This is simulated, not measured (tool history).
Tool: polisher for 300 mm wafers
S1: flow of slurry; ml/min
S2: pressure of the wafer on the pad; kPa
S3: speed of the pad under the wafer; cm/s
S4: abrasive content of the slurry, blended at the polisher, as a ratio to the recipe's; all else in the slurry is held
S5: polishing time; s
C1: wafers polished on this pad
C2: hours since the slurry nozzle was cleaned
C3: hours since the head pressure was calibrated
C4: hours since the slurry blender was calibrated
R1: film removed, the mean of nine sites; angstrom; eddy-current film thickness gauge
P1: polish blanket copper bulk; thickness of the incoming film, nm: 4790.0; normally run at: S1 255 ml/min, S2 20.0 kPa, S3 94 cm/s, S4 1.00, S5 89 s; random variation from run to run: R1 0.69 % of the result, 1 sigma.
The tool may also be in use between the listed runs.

run 1 hour=4.7 | S1=255 S2=20.0 S3=94 S4=1.00 S5=89 | C1=532 C2=131.5 C3=37.2 C4=49.3 | R1=6671.4
run 2 hour=12.2 | S1=255 S2=10.3 S3=94 S4=1.00 S5=89 | C1=615 C2=139.0 C3=44.7 C4=56.8 | R1=3426.4
run 3 hour=16.9 | S1=355 S2=20.0 S3=94 S4=1.00 S5=89 | C1=667 C2=143.7 C3=49.4 C4=61.5 | R1=6773.8
run 4 hour=22.7 | S1=255 S2=20.0 S3=144 S4=1.00 S5=89 | C1=732 C2=149.5 C3=55.2 C4=67.3 | R1=10147.0
run 5 hour=28.0 | S1=255 S2=20.0 S3=116 S4=1.35 S5=89 | C1=790 C2=154.8 C3=60.5 C4=72.6 | R1=8755.1
run 6 hour=34.4 | S1=255 S2=20.0 S3=42 S4=1.00 S5=89 | C1=861 C2=161.2 C3=66.9 C4=79.0 | R1=2958.1
-- hour=37.7 slurry nozzle cleaned
run 7 hour=37.8 | S1=255 S2=20.0 S3=94 S4=1.00 S5=136 | C1=899 C2=0.2 C3=70.3 C4=82.4 | R1=10110.0
run 8 hour=45.1 | S1=255 S2=20.0 S3=94 S4=1.00 S5=89 | C1=980 C2=7.5 C3=77.6 C4=89.7 | R1=6610.2
run 9 hour=48.6 | S1=255 S2=20.0 S3=94 S4=1.00 S5=43 | C1=1019 C2=11.0 C3=81.1 C4=93.2 | R1=3231.5
run 10 hour=56.0 | S1=255 S2=20.0 S3=94 S4=0.60 S5=89 | C1=1101 C2=18.4 C3=88.5 C4=100.6 | R1=5976.2
run 11 hour=60.1 | S1=255 S2=20.0 S3=94 S4=1.00 S5=89 | C1=1146 C2=22.5 C3=92.6 C4=104.7 | R1=6661.3
run 12 hour=63.5 | S1=155 S2=20.0 S3=94 S4=1.00 S5=89 | C1=1184 C2=25.9 C3=96.0 C4=108.1 | R1=6170.5
-- hour=67.4 head pressure recalibrated
run 13 hour=67.7 | S1=255 S2=20.0 S3=94 S4=1.45 S5=89 | C1=1231 C2=30.1 C3=0.4 C4=112.3 | R1=7220.5
run 14 hour=72.8 | S1=255 S2=20.0 S3=94 S4=1.00 S5=89 | C1=1287 C2=35.2 C3=5.5 C4=117.4 | R1=6612.1
run 15 hour=77.9 | S1=255 S2=20.0 S3=94 S4=1.00 S5=89 | C1=1344 C2=40.3 C3=10.6 C4=122.5 | R1=6617.4
run 16 hour=84.7 | S1=255 S2=29.0 S3=94 S4=1.00 S5=89 | C1=1419 C2=47.1 C3=17.4 C4=129.3 | R1=9653.5
run 17 hour=92.0 | S1=255 S2=20.0 S3=94 S4=1.00 S5=89 | C1=1500 C2=54.4 C3=24.7 C4=136.6 | R1=6619.3
run 18 hour=96.3 | S1=255 S2=20.0 S3=94 S4=1.00 S5=89 | C1=1548 C2=58.7 C3=29.0 C4=140.9 | R1=6548.3
run 19 hour=103.8 | S1=255 S2=20.0 S3=94 S4=1.00 S5=89 | C1=1631 C2=66.2 C3=36.5 C4=148.4 | R1=6419.2
run 20 hour=110.5 | S1=255 S2=20.0 S3=94 S4=1.00 S5=89 | C1=1705 C2=72.9 C3=43.2 C4=155.1 | R1=6291.9
run 21 hour=118.0 | S1=255 S2=20.0 S3=94 S4=1.00 S5=89 | C1=1788 C2=80.4 C3=50.7 C4=162.6 | R1=6290.5
run 22 hour=123.1 | S1=255 S2=20.0 S3=94 S4=1.00 S5=89 | C1=1845 C2=85.5 C3=55.8 C4=167.7 | R1=6322.2
run 23 hour=129.4 | S1=255 S2=20.0 S3=94 S4=1.00 S5=89 | C1=1915 C2=91.8 C3=62.1 C4=174.0 | R1=6298.9
-- hour=133.7 head pressure recalibrated
-- hour=135.3 worn pad replaced by a new one
run 24 hour=135.7 | S1=255 S2=20.0 S3=94 S4=1.00 S5=89 | C1=4 C2=98.1 C3=2.0 C4=180.3 | R1=6189.1
run 25 hour=139.9 | S1=255 S2=20.0 S3=94 S4=1.00 S5=89 | C1=51 C2=102.3 C3=6.2 C4=184.5 | R1=6120.6

Run 26 comes next. What will it give?
run 26 hour=144.7 | S1=255 S2=20.0 S3=94 S4=1.00 S5=89 | C1=104 C2=107.1 C3=11.0 C4=189.3 | R1=?

{"run 26": {"R1": 6190.4}}
